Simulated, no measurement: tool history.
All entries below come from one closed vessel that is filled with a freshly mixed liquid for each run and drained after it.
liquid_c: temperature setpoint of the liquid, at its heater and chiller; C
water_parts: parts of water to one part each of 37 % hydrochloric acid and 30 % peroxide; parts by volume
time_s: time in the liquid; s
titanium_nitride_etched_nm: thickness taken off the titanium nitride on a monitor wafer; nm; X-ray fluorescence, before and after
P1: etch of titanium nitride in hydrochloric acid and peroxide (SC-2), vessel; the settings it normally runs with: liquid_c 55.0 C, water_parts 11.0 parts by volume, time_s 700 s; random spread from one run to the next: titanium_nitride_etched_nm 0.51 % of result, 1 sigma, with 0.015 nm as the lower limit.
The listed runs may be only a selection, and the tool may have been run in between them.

run 1 hour=5.9 | liquid_c=55.0 water_parts=11.0 time_s=700 | titanium_nitride_etched_nm=41.8050
run 2 hour=12.0 | liquid_c=39.0 water_parts=11.0 time_s=700 | titanium_nitride_etched_nm=14.1390
run 3 hour=18.1 | liquid_c=55.0 water_parts=11.0 time_s=700 | titanium_nitride_etched_nm=41.8390
run 4 hour=23.5 | liquid_c=55.0 water_parts=4.0 time_s=700 | titanium_nitride_etched_nm=90.9430
run 5 hour=28.0 | liquid_c=55.0 water_parts=20.0 time_s=700 | titanium_nitride_etched_nm=24.8170
run 6 hour=34.8 | liquid_c=55.0 water_parts=4.0 time_s=1065 | titanium_nitride_etched_nm=138.6900
run 7 hour=40.1 | liquid_c=66.5 water_parts=11.0 time_s=700 | titanium_nitride_etched_nm=85.9610
run 8 hour=45.0 | liquid_c=55.0 water_parts=11.0 time_s=160 | titanium_nitride_etched_nm=9.5428
run 9 hour=52.1 | liquid_c=55.0 water_parts=11.0 time_s=1300 | titanium_nitride_etched_nm=77.5290
run 10 hour=57.2 | liquid_c=55.0 water_parts=11.0 time_s=700 | titanium_nitride_etched_nm=41.9530
run 11 hour=61.5 | liquid_c=55.0 water_parts=11.0 time_s=700 | titanium_nitride_etched_nm=41.9580
run 12 hour=68.9 | liquid_c=45.5 water_parts=15.5 time_s=700 | titanium_nitride_etched_nm=16.6360
run 13 hour=76.6 | liquid_c=55.0 water_parts=4.0 time_s=1275 | titanium_nitride_etched_nm=166.7300
run 14 hour=81.4 | liquid_c=55.0 water_parts=11.0 time_s=700 | titanium_nitride_etched_nm=42.4670
run 15 hour=85.3 | liquid_c=55.0 water_parts=11.0 time_s=700 | titanium_nitride_etched_nm=42.8910
run 16 hour=91.1 | liquid_c=55.0 water_parts=11.0 time_s=700 | titanium_nitride_etched_nm=43.6330
run 17 hour=97.5 | liquid_c=55.0 water_parts=11.0 time_s=700 | titanium_nitride_etched_nm=44.8580
run 18 hour=104.1 | liquid_c=55.0 water_parts=11.0 time_s=700 | titanium_nitride_etched_nm=45.0100
run 19 hour=109.7 | liquid_c=55.0 water_parts=11.0 time_s=700 | titanium_nitride_etched_nm=45.4210
run 20 hour=115.4 | liquid_c=55.0 water_parts=11.0 time_s=700 | titanium_nitride_etched_nm=45.2920
run 21 hour=122.7 | liquid_c=55.0 water_parts=11.0 time_s=700 | titanium_nitride_etched_nm=45.4480
run 22 hour=130.7 | liquid_c=55.0 water_parts=11.0 time_s=700 | titanium_nitride_etched_nm=45.5280
run 23 hour=136.8 | liquid_c=55.0 water_parts=11.0 time_s=700 | titanium_nitride_etched_nm=45.4880

What P1 gives has crept off from where it sat before. The 2 causes that follow fit the log equally well, each at the size noted:
A: liquid hotter than its thermometer reads (K) = 1.29
B: chemicals flow above the setpoint (%) = 10.3
At approximately hour 81.4, the process output began to creep.
What rules out each remaining cause:
peroxide weaker than its label (%): cannot exceed 8; that much would move titanium_nitride_etched_nm by -7.4 %, which falls short of the creep or goes against it

You are offered 4 check runs, listed below with question marks in place of their results; each one averages 5 wafers. Which run separates the listed causes by giving clearly different results for each?
run check 1 hour=142.9 | liquid_c=40.0 water_parts=5.5 time_s=700 | titanium_nitride_etched_nm=?
run check 2 hour=142.9 | liquid_c=55.0 water_parts=19.0 time_s=1225 | titanium_nitride_etched_nm=?
run check 3 hour=142.9 | liquid_c=55.0 water_parts=19.5 time_s=1165 | titanium_nitride_etched_nm=?
run check 4 hour=142.9 | liquid_c=44.5 water_parts=19.5 time_s=700 | titanium_nitride_etched_nm=?

Predicted outcomes, by check and by cause:
check=check_1 result=titanium_nitride_etched_nm if_A=28.8550 if_B=28.2770
check=check_2 result=titanium_nitride_etched_nm if_A=49.4270 if_B=49.6830
check=check_3 result=titanium_nitride_etched_nm if_A=45.9120 if_B=46.1620
check=check_4 result=titanium_nitride_etched_nm if_A=13.7570 if_B=13.7550
How far apart the two closest causes lie, in the result that separates them most: check 1 2.02 %; check 2 0.52 %; check 3 0.54 %; check 4 0.02 %
Check 1 distinguishes between the causes, while the remaining checks would return nearly the same result for all of them.

Here is what check 1 returned: titanium_nitride_etched_nm 28.8120 nm. Which cause is it?

It was cause A: liquid hotter than its thermometer reads (K).
